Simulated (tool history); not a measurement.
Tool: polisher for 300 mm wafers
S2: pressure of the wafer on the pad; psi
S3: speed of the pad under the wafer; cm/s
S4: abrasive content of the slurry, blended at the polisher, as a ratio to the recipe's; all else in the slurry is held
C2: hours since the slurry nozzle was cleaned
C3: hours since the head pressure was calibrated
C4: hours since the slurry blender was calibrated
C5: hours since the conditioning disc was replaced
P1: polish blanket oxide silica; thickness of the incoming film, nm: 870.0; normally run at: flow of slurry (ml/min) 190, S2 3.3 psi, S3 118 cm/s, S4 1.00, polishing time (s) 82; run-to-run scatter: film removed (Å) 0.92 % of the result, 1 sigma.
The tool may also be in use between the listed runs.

{"run": 1, "day": 0.154, "flow of slurry (ml/min)": 190, "S2": 3.3, "S3": 118, "S4": 1.0, "polishing time (s)": 82, "wafers polished on this pad": 526, "C2": 170.0, "C3": 783.2, "C4": 100.9, "C5": 196.0, "film removed (Å)": 2452.0}
{"run": 2, "day": 0.292, "flow of slurry (ml/min)": 115, "S2": 3.3, "S3": 118, "S4": 1.0, "polishing time (s)": 82, "wafers polished on this pad": 546, "C2": 173.3, "C3": 786.5, "C4": 104.2, "C5": 199.3, "film removed (Å)": 2215.3}
{"run": 3, "day": 0.475, "flow of slurry (ml/min)": 190, "S2": 3.3, "S3": 180, "S4": 1.0, "polishing time (s)": 82, "wafers polished on this pad": 574, "C2": 177.7, "C3": 790.9, "C4": 108.6, "C5": 203.7, "film removed (Å)": 3449.5}
{"run": 4, "day": 0.604, "flow of slurry (ml/min)": 190, "S2": 3.3, "S3": 118, "S4": 1.0, "polishing time (s)": 82, "wafers polished on this pad": 593, "C2": 180.8, "C3": 794.0, "C4": 111.7, "C5": 206.8, "film removed (Å)": 2447.5}
{"run": 5, "day": 0.733, "flow of slurry (ml/min)": 190, "S2": 3.3, "S3": 118, "S4": 1.45, "polishing time (s)": 82, "wafers polished on this pad": 612, "C2": 183.9, "C3": 797.1, "C4": 114.8, "C5": 209.9, "film removed (Å)": 2799.2}
{"day": 0.762, "done": "head pressure recalibrated"}
{"run": 6, "day": 0.85, "flow of slurry (ml/min)": 190, "S2": 3.3, "S3": 118, "S4": 1.0, "polishing time (s)": 38, "wafers polished on this pad": 630, "C2": 186.7, "C3": 2.2, "C4": 117.6, "C5": 212.7, "film removed (Å)": 1126.3}
{"run": 7, "day": 1.029, "flow of slurry (ml/min)": 190, "S2": 3.3, "S3": 54, "S4": 1.0, "polishing time (s)": 82, "wafers polished on this pad": 656, "C2": 191.0, "C3": 6.5, "C4": 121.9, "C5": 217.0, "film removed (Å)": 1300.4}
{"run": 8, "day": 1.121, "flow of slurry (ml/min)": 190, "S2": 3.3, "S3": 118, "S4": 1.0, "polishing time (s)": 82, "wafers polished on this pad": 670, "C2": 193.2, "C3": 8.7, "C4": 124.1, "C5": 219.2, "film removed (Å)": 2444.6}
{"run": 9, "day": 1.208, "flow of slurry (ml/min)": 190, "S2": 4.3, "S3": 118, "S4": 1.0, "polishing time (s)": 82, "wafers polished on this pad": 683, "C2": 195.3, "C3": 10.8, "C4": 126.2, "C5": 221.3, "film removed (Å)": 3204.1}
{"run": 10, "day": 1.392, "flow of slurry (ml/min)": 125, "S2": 3.3, "S3": 118, "S4": 1.4, "polishing time (s)": 82, "wafers polished on this pad": 711, "C2": 199.7, "C3": 15.2, "C4": 130.6, "C5": 225.7, "film removed (Å)": 2632.8}
{"run": 11, "day": 1.492, "flow of slurry (ml/min)": 190, "S2": 3.3, "S3": 60, "S4": 1.0, "polishing time (s)": 55, "wafers polished on this pad": 725, "C2": 202.1, "C3": 17.6, "C4": 133.0, "C5": 228.1, "film removed (Å)": 949.3}
{"run": 12, "day": 1.638, "flow of slurry (ml/min)": 190, "S2": 3.3, "S3": 118, "S4": 1.0, "polishing time (s)": 82, "wafers polished on this pad": 747, "C2": 205.6, "C3": 21.1, "C4": 136.5, "C5": 231.6, "film removed (Å)": 2462.3}
{"run": 13, "day": 1.75, "flow of slurry (ml/min)": 190, "S2": 1.5, "S3": 118, "S4": 1.0, "polishing time (s)": 82, "wafers polished on this pad": 764, "C2": 208.3, "C3": 23.8, "C4": 139.2, "C5": 234.3, "film removed (Å)": 1104.3}
{"run": 14, "day": 1.862, "flow of slurry (ml/min)": 190, "S2": 3.3, "S3": 118, "S4": 0.5, "polishing time (s)": 82, "wafers polished on this pad": 781, "C2": 211.0, "C3": 26.5, "C4": 141.9, "C5": 237.0, "film removed (Å)": 1679.6}
{"run": 15, "day": 2.0, "flow of slurry (ml/min)": 295, "S2": 3.3, "S3": 118, "S4": 1.0, "polishing time (s)": 82, "wafers polished on this pad": 801, "C2": 214.3, "C3": 29.8, "C4": 145.2, "C5": 240.3, "film removed (Å)": 2577.4}

The next listed run, before its measurement:
{"run": 16, "day": 2.129, "flow of slurry (ml/min)": 190, "S2": 3.3, "S3": 118, "S4": 1.0, "polishing time (s)": 116, "wafers polished on this pad": 821, "C2": 217.4, "C3": 32.9, "C4": 148.3, "C5": 243.4, "film removed (Å)": "?"}

Run 16 gave film removed (Å) 3432.1.

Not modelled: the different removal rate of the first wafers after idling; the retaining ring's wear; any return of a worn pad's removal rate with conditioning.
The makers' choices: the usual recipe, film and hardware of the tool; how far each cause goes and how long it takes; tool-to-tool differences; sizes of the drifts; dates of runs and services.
